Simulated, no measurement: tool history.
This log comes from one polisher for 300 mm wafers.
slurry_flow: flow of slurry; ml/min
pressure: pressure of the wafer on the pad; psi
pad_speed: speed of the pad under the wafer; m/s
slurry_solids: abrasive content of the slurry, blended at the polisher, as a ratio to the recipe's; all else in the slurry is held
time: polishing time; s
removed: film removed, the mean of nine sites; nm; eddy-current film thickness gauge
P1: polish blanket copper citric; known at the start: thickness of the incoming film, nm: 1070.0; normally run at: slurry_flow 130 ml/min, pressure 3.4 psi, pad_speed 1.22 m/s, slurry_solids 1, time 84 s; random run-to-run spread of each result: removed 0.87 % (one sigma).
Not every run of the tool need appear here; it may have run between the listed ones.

| run | hour | slurry_flow | pressure | pad_speed | slurry_solids | time | wafers polished on this pad | hours since the slurry nozzle was cleaned | hours since the head pressure was calibrated | hours since the slurry blender was calibrated | removed |
|---|---|---|---|---|---|---|---|---|---|---|---|
| 1 | 7.5 | 130 | 3.4 | 1.22 | 1 | 84 | 344 | 96.5 | 360.3 | 252.3 | 206.61 |
| 2 | 23.8 | 130 | 1.5 | 1.22 | 1 | 84 | 446 | 112.8 | 376.6 | 268.6 | 91.352 |
| 3 | 37 | 130 | 3.4 | 1.62 | 1 | 49 | 528 | 126 | 389.8 | 281.8 | 159.51 |
| 4 | 46.8 | 130 | 3.4 | 1.22 | 1 | 84 | 589 | 135.8 | 399.6 | 291.6 | 205.56 |
| 5 | 59.8 | 170 | 3.4 | 1.22 | 0.6 | 84 | 671 | 148.8 | 412.6 | 304.6 | 193.03 |
| 6 | 76.6 | 130 | 3.4 | 1.22 | 0.6 | 84 | 775 | 165.6 | 429.4 | 321.4 | 187.02 |
| 7 | 85.5 | 130 | 3.4 | 1.22 | 1 | 128 | 831 | 174.5 | 438.3 | 330.3 | 311.95 |
| 8 | 100.6 | 200 | 3.4 | 1.22 | 1 | 84 | 925 | 189.6 | 453.4 | 345.4 | 222.71 |
| 9 | 110.9 | 130 | 3.4 | 1.22 | 1 | 61 | 989 | 199.9 | 463.7 | 355.7 | 149.17 |
| 10 | 121.6 | 130 | 3.4 | 1.22 | 1.5 | 84 | 1056 | 210.6 | 474.4 | 366.4 | 221.4 |
| 11 | 131.2 | 130 | 3.4 | 1.72 | 1 | 84 | 1116 | 220.2 | 484 | 376 | 288.84 |
| 12 | 142.7 | 130 | 3.4 | 1.22 | 1 | 84 | 1188 | 231.7 | 495.5 | 387.5 | 209.07 |
| 13 | 158.8 | 170 | 3.4 | 1.22 | 1 | 130 | 1288 | 247.8 | 511.6 | 403.6 | 334.01 |
| 14 | 167.7 | 130 | 3.4 | 1.22 | 1 | 84 | 1344 | 256.7 | 520.5 | 412.5 | 204.4 |
| 15 | 175.8 | 130 | 3.4 | 1.22 | 1 | 84 | 1394 | 264.8 | 528.6 | 420.6 | 208.98 |
| 16 | 185.4 | 130 | 3.4 | 0.66 | 1 | 84 | 1454 | 274.4 | 538.2 | 430.2 | 112.16 |
| 17 | 200.1 | 95 | 3.4 | 1.22 | 1 | 84 | 1546 | 289.1 | 552.9 | 444.9 | 192.46 |
| 18 | 209.3 | 130 | 5.3 | 1.22 | 1 | 84 | 1603 | 298.3 | 562.1 | 454.1 | 315.28 |
| 19 | 222.4 | 130 | 3.4 | 1.22 | 1 | 84 | 1685 | 311.4 | 575.2 | 467.2 | 202.24 |
| 20 | 239.1 | 130 | 3.4 | 1.22 | 1 | 84 | 1789 | 328.1 | 591.9 | 483.9 | 197 |
| 21 | 249.4 | 130 | 3.4 | 1.22 | 1 | 84 | 1853 | 338.4 | 602.2 | 494.2 | 191.13 |
| 22 | 265.4 | 130 | 3.4 | 1.22 | 1 | 84 | 1953 | 354.4 | 618.2 | 510.2 | 184.3 |
|  | 275 | head pressure recalibrated |
|  | 278.2 | slurry blender recalibrated |
| 23 | 281.3 | 130 | 3.4 | 1.22 | 1 | 84 | 2052 | 370.3 | 6.3 | 3.1 | 187.67 |
| 24 | 290.9 | 130 | 3.4 | 1.22 | 1 | 84 | 2112 | 379.9 | 15.9 | 12.7 | 185.75 |
| 25 | 307.4 | 130 | 3.4 | 1.22 | 1 | 84 | 2215 | 396.4 | 32.4 | 29.2 | 184.36 |

Compared with where it was, what P1 gives has crept away. Each cause listed below fits the log as well as the rest, at the size given for it:
A: slurry flow missing at the pad, % = 37.2
B: removal rate lost through wear of the pad, % = 10.7
The gradual shift began around hour 222.4.
All other causes, with the reason each is excluded:
head's pressure below its setpoint, %: serviced at hour 275, after the change had begun; the process did not return to its earlier output
abrasive missing from the slurry, %: serviced at hour 278.2, after the change had begun; the process did not return to its earlier output

The list below offers 4 check runs, each averaging the results of 5 wafers, and shows each result as a question mark. For which of them would the listed causes give clearly different results?
| check 1 | 323.9 | 130 | 4.3 | 1.22 | 1 | 84 |  |  |  |  | ? |
| check 2 | 323.9 | 180 | 3.4 | 1.22 | 1 | 84 |  |  |  |  | ? |
| check 3 | 323.9 | 130 | 3.4 | 1.56 | 1 | 84 |  |  |  |  | ? |
| check 4 | 323.9 | 130 | 3.4 | 1.22 | 1.35 | 128 |  |  |  |  | ? |

What each check would give under each cause:
| check | result | if A | if B |
|---|---|---|---|
| check 1 | removed | 232.04 | 232.06 |
| check 2 | removed | 200.28 | 194.61 |
| check 3 | removed | 234.57 | 234.59 |
| check 4 | removed | 299.58 | 299.61 |
How far apart the two closest causes lie, in the result that separates them most: check 1 0.01 %; check 2 2.87 %; check 3 0.01 %; check 4 0.01 %
Of the check runs offered, only check 2 discriminates between the causes; the rest would read about the same regardless of which cause applies.

Then check 2 was run and gave: removed 200.14 nm. Which cause is it?

Of the candidate causes, it is A: slurry flow missing at the pad, %.

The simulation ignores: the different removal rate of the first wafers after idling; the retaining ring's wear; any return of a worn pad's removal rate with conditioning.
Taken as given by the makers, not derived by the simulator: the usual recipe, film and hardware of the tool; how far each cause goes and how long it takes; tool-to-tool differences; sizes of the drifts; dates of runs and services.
